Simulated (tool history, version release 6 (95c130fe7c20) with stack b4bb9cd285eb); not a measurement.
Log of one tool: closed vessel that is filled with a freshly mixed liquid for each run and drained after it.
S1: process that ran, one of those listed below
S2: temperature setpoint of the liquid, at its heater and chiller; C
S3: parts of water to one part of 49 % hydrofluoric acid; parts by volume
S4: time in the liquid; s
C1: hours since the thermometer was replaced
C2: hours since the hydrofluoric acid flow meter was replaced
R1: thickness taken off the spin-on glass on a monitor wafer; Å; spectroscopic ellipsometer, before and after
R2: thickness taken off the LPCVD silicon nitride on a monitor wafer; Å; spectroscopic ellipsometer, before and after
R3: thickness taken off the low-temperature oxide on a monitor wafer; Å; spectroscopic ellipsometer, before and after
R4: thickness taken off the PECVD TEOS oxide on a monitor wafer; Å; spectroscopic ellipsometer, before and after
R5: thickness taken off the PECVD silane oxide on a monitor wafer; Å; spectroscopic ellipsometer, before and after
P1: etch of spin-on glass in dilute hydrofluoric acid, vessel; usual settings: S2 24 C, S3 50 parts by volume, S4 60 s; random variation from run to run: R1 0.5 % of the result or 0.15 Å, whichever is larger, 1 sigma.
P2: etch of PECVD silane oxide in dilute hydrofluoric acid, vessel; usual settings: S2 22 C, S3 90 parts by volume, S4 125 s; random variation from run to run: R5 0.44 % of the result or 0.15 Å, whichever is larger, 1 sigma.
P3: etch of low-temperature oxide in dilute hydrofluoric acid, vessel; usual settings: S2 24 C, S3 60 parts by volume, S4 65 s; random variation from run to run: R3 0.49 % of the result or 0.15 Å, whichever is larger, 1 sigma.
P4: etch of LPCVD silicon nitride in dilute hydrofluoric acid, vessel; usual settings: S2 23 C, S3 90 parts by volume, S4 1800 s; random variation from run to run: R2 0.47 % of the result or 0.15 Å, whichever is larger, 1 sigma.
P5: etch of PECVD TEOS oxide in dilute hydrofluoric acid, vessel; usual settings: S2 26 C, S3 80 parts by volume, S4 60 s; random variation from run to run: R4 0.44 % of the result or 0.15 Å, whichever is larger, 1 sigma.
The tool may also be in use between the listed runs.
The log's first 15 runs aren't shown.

| run | hour | S1 | S2 | S3 | S4 | C1 | C2 | R1 | R2 | R3 | R4 | R5 |
|---|---|---|---|---|---|---|---|---|---|---|---|---|
| 16 | 198.9 | P4 | 28.5 | 90 | 1800 | 452.6 | 1541 |  | 134.37 |  |  |  |
| 17 | 215.9 | P3 | 24 | 60 | 65 | 469.6 | 1558 |  |  | 195.66 |  |  |
| 18 | 224.3 | P1 | 24 | 50 | 60 | 478 | 1566.4 | 373.57 |  |  |  |  |
| 19 | 236.6 | P3 | 29 | 60 | 65 | 490.3 | 1578.7 |  |  | 238.78 |  |  |
| 20 | 252.2 | P1 | 24 | 90 | 60 | 505.9 | 1594.3 | 196.97 |  |  |  |  |
|  | 266.7 | thermometer replaced |
| 21 | 269 | P1 | 24 | 50 | 60 | 2.3 | 1611.1 | 370.99 |  |  |  |  |
| 22 | 283.3 | P1 | 24 | 50 | 30 | 16.6 | 1625.4 | 185.54 |  |  |  |  |
| 23 | 295.4 | P1 | 24 | 50 | 60 | 28.7 | 1637.5 | 370.75 |  |  |  |  |
| 24 | 305.9 | P2 | 17.5 | 90 | 125 | 39.2 | 1648 |  |  |  |  | 152.54 |
| 25 | 316.6 | P2 | 22 | 90 | 125 | 49.9 | 1658.7 |  |  |  |  | 183.96 |
| 26 | 328.5 | P5 | 20 | 80 | 60 | 61.8 | 1670.6 |  |  |  | 106.09 |  |

The next listed run, before its measurement:
| 27 | 336.4 | P1 | 24 | 50 | 100 | 69.7 | 1678.5 | ? |  |  |  |  |

R1: 618.26 Å

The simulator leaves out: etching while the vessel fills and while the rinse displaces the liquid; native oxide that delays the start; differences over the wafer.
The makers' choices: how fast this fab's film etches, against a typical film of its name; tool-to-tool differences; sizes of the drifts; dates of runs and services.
